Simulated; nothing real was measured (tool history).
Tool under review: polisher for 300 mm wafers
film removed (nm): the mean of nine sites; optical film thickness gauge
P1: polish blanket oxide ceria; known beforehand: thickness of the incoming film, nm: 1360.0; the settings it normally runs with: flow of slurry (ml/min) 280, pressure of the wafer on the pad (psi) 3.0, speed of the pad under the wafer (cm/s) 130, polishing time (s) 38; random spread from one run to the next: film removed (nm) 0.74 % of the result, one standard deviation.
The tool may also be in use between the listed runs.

run  hour  flow of slurry (ml/min)  pressure of the wafer on the pad (psi)  speed of the pad under the wafer (cm/s)  polishing time (s)  film removed (nm)
  1   5.2                      280                                     3.0                                      130                  38             198.92
  2   9.1                      280                                     4.0                                      130                  38             265.46
  3  15.4                      280                                     3.0                                      206                  38             313.78
  4  20.6                      280                                     3.0                                       76                  58             175.48
  5  26.2                      280                                     3.0                                      130                  53             279.17
  6  31.4                      170                                     3.0                                      130                  38             188.56
  7  38.8                      380                                     3.0                                      130                  38             203.48
  8  44.7                      280                                     3.0                                      130                  19             100.63
  9  50.0                      280                                     3.0                                      130                  38             197.80
 10  56.0                      280                                     4.1                                      130                  48             344.96
 11  63.2                      280                                     3.0                                       84                  38             130.11
 12  67.8                      280                                     1.7                                      130                  38             113.83

Predict the results of run 13:
 13  72.6                      280                                     3.0                                      130                  38                  ?

Run 13 came out at film removed (nm) 201.31.
